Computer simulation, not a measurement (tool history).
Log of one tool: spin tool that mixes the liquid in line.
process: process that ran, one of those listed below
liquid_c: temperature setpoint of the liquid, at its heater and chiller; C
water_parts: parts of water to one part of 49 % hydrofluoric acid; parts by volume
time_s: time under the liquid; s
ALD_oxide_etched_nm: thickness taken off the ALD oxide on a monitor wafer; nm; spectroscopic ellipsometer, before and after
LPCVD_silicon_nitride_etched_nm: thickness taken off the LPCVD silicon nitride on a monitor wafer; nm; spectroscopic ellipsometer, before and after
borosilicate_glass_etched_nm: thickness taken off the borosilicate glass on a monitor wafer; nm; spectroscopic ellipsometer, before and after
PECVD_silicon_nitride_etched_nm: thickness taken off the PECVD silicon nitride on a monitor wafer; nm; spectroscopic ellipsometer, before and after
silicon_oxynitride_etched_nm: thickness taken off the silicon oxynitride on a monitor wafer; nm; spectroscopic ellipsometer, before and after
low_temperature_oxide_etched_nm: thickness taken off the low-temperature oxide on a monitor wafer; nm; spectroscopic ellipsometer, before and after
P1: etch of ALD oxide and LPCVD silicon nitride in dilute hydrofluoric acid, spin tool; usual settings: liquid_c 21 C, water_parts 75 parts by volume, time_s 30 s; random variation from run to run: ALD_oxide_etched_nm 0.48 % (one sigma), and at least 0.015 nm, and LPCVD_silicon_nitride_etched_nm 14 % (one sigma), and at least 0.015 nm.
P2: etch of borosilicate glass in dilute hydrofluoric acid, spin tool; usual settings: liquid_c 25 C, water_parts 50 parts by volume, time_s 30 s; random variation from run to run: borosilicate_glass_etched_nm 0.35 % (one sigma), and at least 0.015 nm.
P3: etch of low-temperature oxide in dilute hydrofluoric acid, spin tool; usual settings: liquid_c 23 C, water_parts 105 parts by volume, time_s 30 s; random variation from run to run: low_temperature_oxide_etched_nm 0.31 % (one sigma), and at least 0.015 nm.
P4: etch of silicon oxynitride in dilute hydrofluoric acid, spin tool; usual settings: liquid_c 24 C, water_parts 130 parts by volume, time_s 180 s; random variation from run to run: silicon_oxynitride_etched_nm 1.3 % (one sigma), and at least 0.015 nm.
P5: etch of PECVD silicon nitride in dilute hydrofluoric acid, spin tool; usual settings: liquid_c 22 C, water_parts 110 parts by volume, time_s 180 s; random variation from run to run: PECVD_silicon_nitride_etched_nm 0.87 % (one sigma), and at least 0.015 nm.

| run | day | process | liquid_c | water_parts | time_s | hours since the thermometer was replaced | hours since the hydrofluoric acid flow meter was replaced | ALD_oxide_etched_nm | LPCVD_silicon_nitride_etched_nm | borosilicate_glass_etched_nm | PECVD_silicon_nitride_etched_nm | silicon_oxynitride_etched_nm | low_temperature_oxide_etched_nm |
|---|---|---|---|---|---|---|---|---|---|---|---|---|---|
| 1 | 0.325 | P1 | 21 | 75 | 30 | 469.5 | 543.3 | 8.6715 | 0.18077 |  |  |  |  |
| 2 | 0.554 | P2 | 25 | 50 | 30 | 475 | 548.8 |  |  | 22.112 |  |  |  |
| 3 | 0.892 | P5 | 22 | 110 | 180 | 483.1 | 556.9 |  |  |  | 2.7429 |  |  |
| 4 | 1.267 | P2 | 29 | 50 | 30 | 492.1 | 565.9 |  |  | 25.963 |  |  |  |
| 5 | 1.612 | P4 | 24 | 225 | 180 | 500.4 | 574.2 |  |  |  |  | 1.0886 |  |
| 6 | 1.912 | P2 | 25 | 80 | 30 | 507.6 | 581.4 |  |  | 13.274 |  |  |  |
| 7 | 2.246 | P1 | 28 | 75 | 15 | 515.6 | 589.4 | 5.75 | 0.17373 |  |  |  |  |
| 8 | 2.488 | P4 | 24 | 130 | 180 | 521.4 | 595.2 |  |  |  |  | 2.0879 |  |
| 9 | 2.838 | P1 | 21 | 140 | 30 | 529.8 | 603.6 | 4.3177 | 0.11941 |  |  |  |  |
| 10 | 3.15 | P3 | 23 | 65 | 30 | 537.3 | 611.1 |  |  |  |  |  | 16.433 |
| 11 | 3.429 | P2 | 25 | 50 | 60 | 544 | 617.8 |  |  | 44.027 |  |  |  |
| 12 | 3.729 | P1 | 21 | 75 | 30 | 551.2 | 625 | 8.7074 | 0.13867 |  |  |  |  |
| 13 | 4.104 | P1 | 21 | 75 | 30 | 560.2 | 634 | 8.7083 | 0.1843 |  |  |  |  |
| 14 | 4.458 | P4 | 18.5 | 130 | 180 | 568.7 | 642.5 |  |  |  |  | 1.5716 |  |
| 15 | 4.746 | P1 | 21 | 75 | 30 | 575.6 | 649.4 | 8.6796 | 0.15081 |  |  |  |  |
| 16 | 5.033 | P4 | 24 | 130 | 320 | 582.5 | 656.3 |  |  |  |  | 3.6716 |  |
| 17 | 5.3 | P3 | 23 | 105 | 30 | 588.9 | 662.7 |  |  |  |  |  | 9.7134 |
| 18 | 5.567 | P4 | 24 | 130 | 180 | 595.3 | 669.1 |  |  |  |  | 2.0786 |  |
| 19 | 5.812 | P5 | 22 | 110 | 180 | 601.2 | 675 |  |  |  | 2.7082 |  |  |
| 20 | 6.088 | P1 | 17 | 75 | 30 | 607.8 | 681.6 | 7.2675 | 0.14582 |  |  |  |  |
| 21 | 6.433 | P1 | 21 | 75 | 30 | 616.1 | 689.9 | 8.6922 | 0.18013 |  |  |  |  |
| 22 | 6.762 | P5 | 17 | 110 | 180 | 624 | 697.8 |  |  |  | 1.9353 |  |  |
| 23 | 7.125 | P1 | 25 | 75 | 30 | 632.7 | 706.5 | 10.276 | 0.21532 |  |  |  |  |
| 24 | 7.454 | P5 | 22 | 110 | 305 | 640.6 | 714.4 |  |  |  | 4.6228 |  |  |
| 25 | 7.662 | P3 | 23 | 105 | 30 | 645.6 | 719.4 |  |  |  |  |  | 9.7471 |
| 26 | 7.983 | P1 | 21 | 25 | 30 | 653.3 | 727.1 | 27.85 | 0.4921 |  |  |  |  |
| 27 | 8.208 | P3 | 23 | 105 | 50 | 658.7 | 732.5 |  |  |  |  |  | 16.195 |
| 28 | 8.579 | P1 | 21 | 75 | 15 | 667.6 | 741.4 | 4.3326 | 0.08906 |  |  |  |  |
| 29 | 8.988 | P3 | 17 | 105 | 30 | 677.4 | 751.2 |  |  |  |  |  | 7.6375 |
| 30 | 9.304 | P1 | 21 | 75 | 45 | 685 | 758.8 | 13.037 | 0.25894 |  |  |  |  |
| 31 | 9.5 | P1 | 21 | 75 | 30 | 689.7 | 763.5 | 8.7515 | 0.21904 |  |  |  |  |
| 32 | 9.896 | P5 | 22 | 55 | 180 | 699.2 | 773 |  |  |  | 5.2827 |  |  |
| 33 | 10.296 | P1 | 21 | 75 | 30 | 708.8 | 782.6 | 8.6794 | 0.14819 |  |  |  |  |
| 34 | 10.646 | P1 | 21 | 75 | 30 | 717.2 | 791 | 8.5204 | 0.1197 |  |  |  |  |
| 35 | 10.954 | P1 | 21 | 75 | 30 | 724.6 | 798.4 | 8.4464 | 0.16972 |  |  |  |  |
| 36 | 11.154 | P1 | 21 | 75 | 30 | 729.4 | 803.2 | 8.3678 | 0.16927 |  |  |  |  |
| 37 | 11.421 | P1 | 21 | 75 | 30 | 735.8 | 809.6 | 8.2678 | 0.15643 |  |  |  |  |
| 38 | 11.675 | P1 | 21 | 75 | 30 | 741.9 | 815.7 | 8.3147 | 0.15551 |  |  |  |  |
| 39 | 12.1 | P1 | 21 | 75 | 30 | 752.1 | 825.9 | 8.2163 | 0.16404 |  |  |  |  |
| 40 | 12.317 | P1 | 21 | 75 | 30 | 757.3 | 831.1 | 8.2332 | 0.16335 |  |  |  |  |
| 41 | 12.662 | P1 | 21 | 75 | 30 | 765.6 | 839.4 | 8.2011 | 0.15658 |  |  |  |  |
| 42 | 12.888 | P1 | 21 | 75 | 30 | 771 | 844.8 | 8.2101 | 0.1815 |  |  |  |  |
| 43 | 13.304 | P1 | 21 | 75 | 30 | 781 | 854.8 | 8.1478 | 0.15811 |  |  |  |  |

What P1 gives has crept away from where it was. These 2 causes fit the log equally well, each at the size given:
A: liquid colder than its thermometer reads (K) = 1.46
B: hydrofluoric acid flow below the setpoint (%) = 5.39
The creep began at about day 10.296.

4 check runs are offered, each on 3 wafers whose results are averaged, their results left as question marks. Which one tells the causes apart?
| check 1 | 13.721 | P5 | 22 | 110 | 245 |  |  |  |  |  | ? |  |  |
| check 2 | 13.721 | P2 | 25 | 75 | 30 |  |  |  |  | ? |  |  |  |
| check 3 | 13.721 | P3 | 17 | 105 | 45 |  |  |  |  |  |  |  | ? |
| check 4 | 13.721 | P4 | 24 | 195 | 180 |  |  |  |  |  |  | ? |  |

What each check would give under each cause:
| check | result | if A | if B |
|---|---|---|---|
| check 1 | PECVD_silicon_nitride_etched_nm | 3.3463 | 3.4953 |
| check 2 | borosilicate_glass_etched_nm | 13.39 | 13.361 |
| check 3 | low_temperature_oxide_etched_nm | 10.728 | 10.731 |
| check 4 | silicon_oxynitride_etched_nm | 1.2348 | 1.2374 |
How far apart the two closest causes lie, in the result that separates them most: check 1 4.36 %; check 2 0.21 %; check 3 0.03 %; check 4 0.21 %
Check 1 tells the causes apart: in the others they would give nearly the same result.

Check 1 was then run and gave: PECVD_silicon_nitride_etched_nm 3.3604 nm. Which cause is it?

It is A: liquid colder than its thermometer reads (K).
